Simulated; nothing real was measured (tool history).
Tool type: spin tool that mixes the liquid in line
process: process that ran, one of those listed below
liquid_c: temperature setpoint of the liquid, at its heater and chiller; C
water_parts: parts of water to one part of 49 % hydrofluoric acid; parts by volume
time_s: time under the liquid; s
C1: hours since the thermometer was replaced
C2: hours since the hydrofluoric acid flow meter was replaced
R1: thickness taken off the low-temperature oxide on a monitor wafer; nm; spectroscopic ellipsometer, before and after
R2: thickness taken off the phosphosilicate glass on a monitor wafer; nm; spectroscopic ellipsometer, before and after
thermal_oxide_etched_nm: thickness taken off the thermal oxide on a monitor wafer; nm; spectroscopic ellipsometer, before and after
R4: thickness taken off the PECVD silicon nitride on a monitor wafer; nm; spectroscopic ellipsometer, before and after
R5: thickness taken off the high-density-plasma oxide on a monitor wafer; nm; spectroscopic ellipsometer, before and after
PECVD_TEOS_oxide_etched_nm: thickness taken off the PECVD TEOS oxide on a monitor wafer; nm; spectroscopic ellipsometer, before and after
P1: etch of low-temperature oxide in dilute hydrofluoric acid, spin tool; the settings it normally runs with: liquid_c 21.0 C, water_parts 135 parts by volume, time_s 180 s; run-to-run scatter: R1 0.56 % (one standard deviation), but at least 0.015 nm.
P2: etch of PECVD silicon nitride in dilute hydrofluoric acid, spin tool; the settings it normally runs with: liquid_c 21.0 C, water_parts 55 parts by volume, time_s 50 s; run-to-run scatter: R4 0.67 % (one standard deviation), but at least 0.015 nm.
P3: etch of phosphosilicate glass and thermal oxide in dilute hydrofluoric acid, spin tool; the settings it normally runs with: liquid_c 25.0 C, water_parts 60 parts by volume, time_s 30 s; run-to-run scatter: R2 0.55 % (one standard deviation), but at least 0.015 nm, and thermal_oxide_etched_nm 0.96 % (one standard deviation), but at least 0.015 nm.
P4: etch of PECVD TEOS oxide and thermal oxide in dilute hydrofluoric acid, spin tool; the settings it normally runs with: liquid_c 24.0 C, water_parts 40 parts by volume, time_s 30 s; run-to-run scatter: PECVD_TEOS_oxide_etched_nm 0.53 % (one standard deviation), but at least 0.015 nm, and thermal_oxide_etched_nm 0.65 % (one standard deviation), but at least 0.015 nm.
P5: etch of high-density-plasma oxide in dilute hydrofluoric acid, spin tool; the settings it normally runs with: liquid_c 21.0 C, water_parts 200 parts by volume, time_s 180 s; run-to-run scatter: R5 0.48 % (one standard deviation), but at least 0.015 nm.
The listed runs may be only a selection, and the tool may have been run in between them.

Run 1, hour 7.7: process P1, liquid_c 21.0 C, water_parts 135 parts by volume, time_s 180 s; C1 288.7; C2 1429.4. Result: R1 17.9710 nm.
Run 2, hour 17.5: process P1, liquid_c 26.0 C, water_parts 135 parts by volume, time_s 180 s; C1 298.5; C2 1439.2. Result: R1 22.1200 nm.
Run 3, hour 24.4: process P1, liquid_c 21.0 C, water_parts 135 parts by volume, time_s 180 s; C1 305.4; C2 1446.1. Result: R1 18.0900 nm.
Run 4, hour 32.3: process P3, liquid_c 25.0 C, water_parts 20 parts by volume, time_s 30 s; C1 313.3; C2 1454.0. Result: R2 286.94 nm, thermal_oxide_etched_nm 8.1910 nm.
Run 5, hour 42.7: process P2, liquid_c 21.0 C, water_parts 55 parts by volume, time_s 50 s; C1 323.7; C2 1464.4. Result: R4 4.1176 nm.
Run 6, hour 55.6: process P5, liquid_c 21.0 C, water_parts 200 parts by volume, time_s 180 s; C1 336.6; C2 1477.3. Result: R5 4.2308 nm.
Run 7, hour 66.4: process P5, liquid_c 21.0 C, water_parts 80 parts by volume, time_s 180 s; C1 347.4; C2 1488.1. Result: R5 12.1450 nm.
Run 8, hour 73.9: process P4, liquid_c 24.0 C, water_parts 40 parts by volume, time_s 30 s; C1 354.9; C2 1495.6. Result: thermal_oxide_etched_nm 3.9009 nm, PECVD_TEOS_oxide_etched_nm 7.1197 nm.
Run 9, hour 85.1: process P3, liquid_c 25.0 C, water_parts 60 parts by volume, time_s 55 s; C1 366.1; C2 1506.8. Result: R2 165.77 nm, thermal_oxide_etched_nm 4.8538 nm.
Run 10, hour 94.7: process P1, liquid_c 17.0 C, water_parts 135 parts by volume, time_s 70 s; C1 375.7; C2 1516.4. Result: R1 5.9668 nm.
Run 11, hour 102.6: process P4, liquid_c 24.0 C, water_parts 60 parts by volume, time_s 30 s; C1 383.6; C2 1524.3. Result: thermal_oxide_etched_nm 2.5034 nm, PECVD_TEOS_oxide_etched_nm 4.6016 nm.
Run 12, hour 109.7: process P1, liquid_c 21.0 C, water_parts 135 parts by volume, time_s 180 s; C1 390.7; C2 1531.4. Result: R1 18.1510 nm.
Run 13, hour 118.7: process P2, liquid_c 21.0 C, water_parts 55 parts by volume, time_s 15 s; C1 399.7; C2 1540.4. Result: R4 1.2358 nm.
Run 14, hour 128.2: process P1, liquid_c 21.0 C, water_parts 135 parts by volume, time_s 180 s; C1 409.2; C2 1549.9. Result: R1 18.1740 nm.
Run 15, hour 135.6: process P5, liquid_c 27.0 C, water_parts 200 parts by volume, time_s 180 s; C1 416.6; C2 1557.3. Result: R5 5.3336 nm.
Run 16, hour 147.3: process P3, liquid_c 30.0 C, water_parts 60 parts by volume, time_s 30 s; C1 428.3; C2 1569.0. Result: R2 110.34 nm, thermal_oxide_etched_nm 3.1979 nm.
Run 17, hour 153.8: process P1, liquid_c 21.0 C, water_parts 50 parts by volume, time_s 180 s; C1 434.8; C2 1575.5. Result: R1 53.5630 nm.
Run 18, hour 159.8: process P2, liquid_c 21.0 C, water_parts 55 parts by volume, time_s 50 s; C1 440.8; C2 1581.5. Result: R4 4.0834 nm.
Run 19, hour 172.1: process P4, liquid_c 24.0 C, water_parts 40 parts by volume, time_s 15 s; C1 453.1; C2 1593.8. Result: thermal_oxide_etched_nm 1.9355 nm, PECVD_TEOS_oxide_etched_nm 3.5169 nm.
Run 20, hour 184.1: process P1, liquid_c 21.0 C, water_parts 190 parts by volume, time_s 50 s; C1 465.1; C2 1605.8. Result: R1 3.4235 nm.
Run 21, hour 192.5: process P1, liquid_c 21.0 C, water_parts 135 parts by volume, time_s 60 s; C1 473.5; C2 1614.2. Result: R1 6.0450 nm.
Run 22, hour 198.6: process P4, liquid_c 31.5 C, water_parts 40 parts by volume, time_s 30 s; C1 479.6; C2 1620.3. Result: thermal_oxide_etched_nm 5.3348 nm, PECVD_TEOS_oxide_etched_nm 9.4618 nm.
Run 23, hour 208.7: process P1, liquid_c 17.0 C, water_parts 135 parts by volume, time_s 180 s; C1 489.7; C2 1630.4. Result: R1 15.4430 nm.
Run 24, hour 221.9: process P4, liquid_c 24.0 C, water_parts 40 parts by volume, time_s 30 s; C1 502.9; C2 1643.6. Result: thermal_oxide_etched_nm 3.9111 nm, PECVD_TEOS_oxide_etched_nm 7.0609 nm.
Run 25, hour 233.5: process P5, liquid_c 21.0 C, water_parts 200 parts by volume, time_s 20 s; C1 514.5; C2 1655.2. Result: R5 0.4745 nm.
Run 26, hour 245.5: process P2, liquid_c 21.0 C, water_parts 20 parts by volume, time_s 50 s; C1 526.5; C2 1667.2. Result: R4 10.7720 nm.
Run 27, hour 252.9: process P3, liquid_c 25.0 C, water_parts 60 parts by volume, time_s 30 s; C1 533.9; C2 1674.6. Result: R2 90.99 nm, thermal_oxide_etched_nm 2.6191 nm.
Run 28, hour 261.9: process P1, liquid_c 21.0 C, water_parts 135 parts by volume, time_s 295 s; C1 542.9; C2 1683.6. Result: R1 29.6970 nm.
Run 29, hour 267.8: process P1, liquid_c 21.0 C, water_parts 250 parts by volume, time_s 180 s; C1 548.8; C2 1689.5. Result: R1 8.6935 nm.
Run 30, hour 273.8: process P2, liquid_c 29.0 C, water_parts 55 parts by volume, time_s 50 s; C1 554.8; C2 1695.5. Result: R4 6.9318 nm.
Run 31, hour 284.4: process P1, liquid_c 21.0 C, water_parts 135 parts by volume, time_s 180 s; C1 565.4; C2 1706.1. Result: R1 18.1180 nm.
Run 32, hour 291.2: process P1, liquid_c 21.0 C, water_parts 135 parts by volume, time_s 180 s; C1 572.2; C2 1712.9. Result: R1 17.5580 nm.
Run 33, hour 300.0: process P1, liquid_c 21.0 C, water_parts 135 parts by volume, time_s 180 s; C1 581.0; C2 1721.7. Result: R1 17.2380 nm.
Run 34, hour 309.8: process P1, liquid_c 21.0 C, water_parts 135 parts by volume, time_s 180 s; C1 590.8; C2 1731.5. Result: R1 17.2070 nm.
Run 35, hour 319.7: process P1, liquid_c 21.0 C, water_parts 135 parts by volume, time_s 180 s; C1 600.7; C2 1741.4. Result: R1 16.9010 nm.
Run 36, hour 326.6: process P1, liquid_c 21.0 C, water_parts 135 parts by volume, time_s 180 s; C1 607.6; C2 1748.3. Result: R1 16.8290 nm.
Run 37, hour 336.6: process P1, liquid_c 21.0 C, water_parts 135 parts by volume, time_s 180 s; C1 617.6; C2 1758.3. Result: R1 16.9410 nm.
Run 38, hour 346.9: process P1, liquid_c 21.0 C, water_parts 135 parts by volume, time_s 180 s; C1 627.9; C2 1768.6. Result: R1 16.5610 nm.
Run 39, hour 353.9: process P1, liquid_c 21.0 C, water_parts 135 parts by volume, time_s 180 s; C1 634.9; C2 1775.6. Result: R1 16.6180 nm.
Run 40, hour 361.9: process P1, liquid_c 21.0 C, water_parts 135 parts by volume, time_s 180 s; C1 642.9; C2 1783.6. Result: R1 16.7490 nm.
Run 41, hour 370.5: process P1, liquid_c 21.0 C, water_parts 135 parts by volume, time_s 180 s; C1 651.5; C2 1792.2. Result: R1 16.6080 nm.

P1 has crept away from where it was. The log is fitted equally well by each of these 2 causes, at the sizes shown:
A: liquid colder than its thermometer reads (K) = 2.13
B: hydrofluoric acid flow below the setpoint (%) = 7.14
The onset of the drift is placed at about hour 284.4.

Of the 4 check runs below, each run on 2 wafers with the results averaged and each result still a question mark, which one would tell the listed causes apart?
Run check 1, hour 379.1: process P4, liquid_c 24.0 C, water_parts 60 parts by volume, time_s 15 s. Result: thermal_oxide_etched_nm ?, PECVD_TEOS_oxide_etched_nm ?.
Run check 2, hour 379.1: process P5, liquid_c 26.5 C, water_parts 90 parts by volume, time_s 180 s. Result: R5 ?.
Run check 3, hour 379.1: process P2, liquid_c 24.5 C, water_parts 55 parts by volume, time_s 15 s. Result: R4 ?.
Run check 4, hour 379.1: process P3, liquid_c 29.5 C, water_parts 40 parts by volume, time_s 30 s. Result: R2 ?, thermal_oxide_etched_nm ?.

Outcome of each check run for each possible cause:
  check                      result     if A     if B
check 1     thermal_oxide_etched_nm   1.1613   1.1703
check 1  PECVD_TEOS_oxide_etched_nm   2.0950   2.1112
check 2                          R5  12.1990  12.2080
check 3                          R4   1.3388   1.4376
check 4                          R2   153.65   154.65
check 4     thermal_oxide_etched_nm   4.4486   4.4776
Smallest distance between any two causes, each pair judged by its most separating result, in per cent: check 1 0.77 %; check 2 0.07 %; check 3 7.12 %; check 4 0.65 %
The causes can be told apart only by check 3. The other checks would give nearly the same results under each of them.

Check 3 was carried out, with these results: R4 1.4434 nm. Which of the listed causes is responsible?

B is the cause: hydrofluoric acid flow below the setpoint (%).
